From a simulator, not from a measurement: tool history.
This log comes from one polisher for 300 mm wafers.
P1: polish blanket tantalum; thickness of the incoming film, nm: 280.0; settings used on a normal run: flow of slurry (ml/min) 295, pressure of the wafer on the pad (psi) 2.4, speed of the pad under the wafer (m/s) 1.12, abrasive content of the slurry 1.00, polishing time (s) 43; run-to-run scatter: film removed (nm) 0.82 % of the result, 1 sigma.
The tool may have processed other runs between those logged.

run	hour	flow of slurry (ml/min)	pressure of the wafer on the pad (psi)	speed of the pad under the wafer (m/s)	abrasive content of the slurry	polishing time (s)	wafers polished on this pad	hours since the slurry nozzle was cleaned	hours since the head pressure was calibrated	hours since the slurry blender was calibrated	film removed (nm)
1	6.8	295	2.4	1.12	1.00	43	531	136.7	571.6	86.2	85.996
2	13.2	295	2.4	1.12	0.65	28	610	143.1	578.0	92.6	48.389
3	18.9	295	2.4	1.12	1.00	63	680	148.8	583.7	98.3	125.930
4	23.6	295	2.4	1.12	1.00	43	738	153.5	588.4	103.0	84.244
5	29.8	295	2.4	1.60	1.00	43	815	159.7	594.6	109.2	120.510
# hour 37.3: slurry nozzle cleaned
6	38.8	295	2.4	1.12	0.70	43	926	1.5	603.6	118.2	75.227
7	45.8	295	2.4	1.12	1.00	29	1012	8.5	610.6	125.2	57.044
8	51.1	455	2.4	1.12	1.00	43	1078	13.8	615.9	130.5	87.918
# hour 53.0: worn pad replaced by a new one
9	57.7	295	2.4	1.12	1.00	43	58	20.4	622.5	137.1	84.381
10	66.8	295	2.4	0.62	1.00	43	170	29.5	631.6	146.2	47.223
11	75.2	295	2.4	1.12	1.50	43	274	37.9	640.0	154.6	95.130
12	82.5	295	1.3	1.12	1.00	43	364	45.2	647.3	161.9	46.413
13	87.6	295	2.4	1.12	1.00	43	427	50.3	652.4	167.0	83.751
14	92.7	195	2.4	1.12	1.00	43	490	55.4	657.5	172.1	81.599
15	98.0	295	2.4	1.12	1.00	43	556	60.7	662.8	177.4	84.349
16	103.5	295	3.6	1.12	1.00	43	624	66.2	668.3	182.9	129.910
17	108.0	295	2.4	1.12	1.00	43	679	70.7	672.8	187.4	85.620
18	116.8	295	2.4	1.12	1.00	43	788	79.5	681.6	196.2	80.986
19	124.8	295	2.4	1.12	1.00	43	887	87.5	689.6	204.2	78.905
20	132.5	295	2.4	1.12	1.00	43	982	95.2	697.3	211.9	77.502
21	137.3	295	2.4	1.12	1.00	43	1041	100.0	702.1	216.7	77.160
22	142.6	295	2.4	1.12	1.00	43	1107	105.3	707.4	222.0	77.678
# hour 145.1: worn pad replaced by a new one
23	150.4	295	2.4	1.12	1.00	43	65	113.1	715.2	229.8	75.515
24	156.4	295	2.4	1.12	1.00	43	139	119.1	721.2	235.8	75.697
25	161.4	295	2.4	1.12	1.00	43	201	124.1	726.2	240.8	75.708
26	168.6	295	2.4	1.12	1.00	43	290	131.3	733.4	248.0	74.880

P1 no longer gives what it gave before; its output has crept away from where it was. The following 2 causes, each at its listed size, fit the log equally well:
A: head's pressure below its setpoint, % = 11.2
B: abrasive missing from the slurry, % = 30.7
Creep in the process output first set in at about hour 108.0.
Every other cause this tool's parts could produce, and why it does not fit the log:
removal rate lost through wear of the pad, %: was serviced at hour 145.1, once the creep was under way, yet the earlier output never came back
slurry flow missing at the pad, %: at most 40, which would move film removed (nm) by -5.8 %: too little, or the wrong way

Below are 4 check runs, each averaged over 5 wafers, with their results shown as question marks. Which of them would give clearly different results depending on which cause is behind the drift?
check 1	175.8	295	2.4	0.76	1.45	43					?
check 2	175.8	295	1.3	1.12	1.00	43					?
check 3	175.8	295	3.5	1.12	1.00	43					?
check 4	175.8	295	3.0	1.56	1.00	43					?

What each check would give under each cause:
check	result	if A	if B
check 1	film removed (nm)	56.280	57.838
check 2	film removed (nm)	40.942	40.926
check 3	film removed (nm)	110.230	110.180
check 4	film removed (nm)	131.600	131.550
Per-check spread between the two closest causes, in the result where they differ most: check 1 2.73 %; check 2 0.04 %; check 3 0.04 %; check 4 0.04 %
Of the check runs offered, only check 1 discriminates between the causes; the rest would read about the same regardless of which cause applies.

Check 1 was then run and gave: film removed (nm) 57.702. Which cause is it?

It was cause B: abrasive missing from the slurry, %.
